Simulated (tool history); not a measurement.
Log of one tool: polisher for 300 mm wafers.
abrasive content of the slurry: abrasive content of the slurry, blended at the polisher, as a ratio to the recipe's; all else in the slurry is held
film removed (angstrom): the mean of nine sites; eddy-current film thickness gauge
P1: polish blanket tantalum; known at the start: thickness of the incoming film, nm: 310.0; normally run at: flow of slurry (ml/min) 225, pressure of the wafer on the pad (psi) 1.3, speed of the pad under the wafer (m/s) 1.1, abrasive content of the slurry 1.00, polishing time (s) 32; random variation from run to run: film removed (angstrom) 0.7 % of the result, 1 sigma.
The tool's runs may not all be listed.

run	hour	flow of slurry (ml/min)	pressure of the wafer on the pad (psi)	speed of the pad under the wafer (m/s)	abrasive content of the slurry	polishing time (s)	film removed (angstrom)
1	4.8	225	1.3	1.1	1.00	32	435.87
2	12.6	225	1.3	1.1	1.00	32	437.72
3	19.2	225	1.3	1.1	1.00	50	690.95
4	27.2	225	1.3	1.1	0.65	32	382.79
5	32.2	225	1.3	1.1	1.00	19	259.72
6	37.4	150	1.3	1.1	0.70	32	371.65
7	41.5	225	1.3	1.1	1.00	32	443.44
8	48.0	225	1.3	1.1	1.00	32	443.38
9	54.8	225	1.3	1.1	1.00	32	441.58
10	62.3	225	2.1	1.1	1.00	32	706.39
11	68.4	225	1.3	0.5	1.00	32	201.02
12	76.3	225	1.3	1.1	1.40	32	478.85
13	82.8	350	1.3	1.1	1.00	32	461.72
14	88.0	135	1.3	1.1	1.00	32	403.21

Run 15 comes next. What will it give?
15	94.6	225	0.6	1.1	1.00	32	?

{"run 15": {"film removed (angstrom)": 203.2}}
